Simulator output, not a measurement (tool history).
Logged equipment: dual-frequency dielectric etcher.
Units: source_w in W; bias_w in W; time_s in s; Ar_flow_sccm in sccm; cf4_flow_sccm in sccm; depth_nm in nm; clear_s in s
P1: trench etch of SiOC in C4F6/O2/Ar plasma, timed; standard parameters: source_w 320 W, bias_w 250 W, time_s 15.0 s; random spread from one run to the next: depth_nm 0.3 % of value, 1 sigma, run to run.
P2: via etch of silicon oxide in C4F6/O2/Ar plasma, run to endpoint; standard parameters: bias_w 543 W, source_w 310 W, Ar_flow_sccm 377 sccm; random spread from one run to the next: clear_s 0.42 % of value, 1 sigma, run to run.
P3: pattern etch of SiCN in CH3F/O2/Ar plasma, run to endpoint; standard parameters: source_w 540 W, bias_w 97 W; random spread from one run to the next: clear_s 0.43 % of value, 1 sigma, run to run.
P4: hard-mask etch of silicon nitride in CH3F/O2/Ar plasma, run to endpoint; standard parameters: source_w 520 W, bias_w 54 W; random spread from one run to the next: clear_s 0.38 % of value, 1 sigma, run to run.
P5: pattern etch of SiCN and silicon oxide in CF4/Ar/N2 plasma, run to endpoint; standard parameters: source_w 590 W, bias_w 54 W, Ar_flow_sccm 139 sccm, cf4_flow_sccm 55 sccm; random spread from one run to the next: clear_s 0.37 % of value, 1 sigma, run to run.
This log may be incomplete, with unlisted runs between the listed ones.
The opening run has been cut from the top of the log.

run 2 day=0.533 | process=P1 source_w=320 bias_w=250 time_s=8.0 | depth_nm=16.455
run 3 day=0.842 | process=P5 source_w=590 bias_w=54 Ar_flow_sccm=82 cf4_flow_sccm=55 | clear_s=13.885
run 4 day=1.167 | process=P1 source_w=320 bias_w=250 time_s=19.0 | depth_nm=39.000
run 5 day=1.383 | process=P2 source_w=310 bias_w=543 Ar_flow_sccm=377 | clear_s=22.772
run 6 day=1.746 | process=P1 source_w=320 bias_w=190 time_s=15.0 | depth_nm=28.104
run 7 day=2.000 | process=P5 source_w=730 bias_w=54 Ar_flow_sccm=139 cf4_flow_sccm=55 | clear_s=12.689
run 8 day=2.229 | process=P1 source_w=320 bias_w=250 time_s=15.0 | depth_nm=30.840
run 9 day=2.504 | process=P2 source_w=310 bias_w=543 Ar_flow_sccm=461 | clear_s=23.084
run 10 day=2.838 | process=P2 source_w=310 bias_w=543 Ar_flow_sccm=377 | clear_s=22.559
run 11 day=3.175 | process=P1 source_w=320 bias_w=250 time_s=15.0 | depth_nm=30.981
run 12 day=3.454 | process=P3 source_w=540 bias_w=97 | clear_s=23.694
run 13 day=3.688 | process=P5 source_w=590 bias_w=73 Ar_flow_sccm=139 cf4_flow_sccm=55 | clear_s=13.804
run 14 day=3.962 | process=P5 source_w=590 bias_w=54 Ar_flow_sccm=139 cf4_flow_sccm=55 | clear_s=15.278
run 15 day=4.288 | process=P1 source_w=390 bias_w=250 time_s=20.5 | depth_nm=45.686
run 16 day=4.583 | process=P4 source_w=320 bias_w=54 | clear_s=69.461
run 17 day=4.788 | process=P3 source_w=540 bias_w=78 | clear_s=25.773
run 18 day=5.029 | process=P4 source_w=520 bias_w=54 | clear_s=57.467
run 19 day=5.425 | process=P1 source_w=320 bias_w=250 time_s=15.0 | depth_nm=31.007
run 20 day=5.704 | process=P1 source_w=400 bias_w=195 time_s=15.0 | depth_nm=31.009
run 21 day=6.033 | process=P2 source_w=390 bias_w=543 Ar_flow_sccm=377 | clear_s=20.850
run 22 day=6.262 | process=P3 source_w=770 bias_w=97 | clear_s=20.740
run 23 day=6.567 | process=P5 source_w=590 bias_w=54 Ar_flow_sccm=139 cf4_flow_sccm=69 | clear_s=14.660

Expected results for the next run?
run 24 day=6.808 | process=P1 source_w=420 bias_w=250 time_s=15.0 | depth_nm=?

depth_nm: 34.429 nm

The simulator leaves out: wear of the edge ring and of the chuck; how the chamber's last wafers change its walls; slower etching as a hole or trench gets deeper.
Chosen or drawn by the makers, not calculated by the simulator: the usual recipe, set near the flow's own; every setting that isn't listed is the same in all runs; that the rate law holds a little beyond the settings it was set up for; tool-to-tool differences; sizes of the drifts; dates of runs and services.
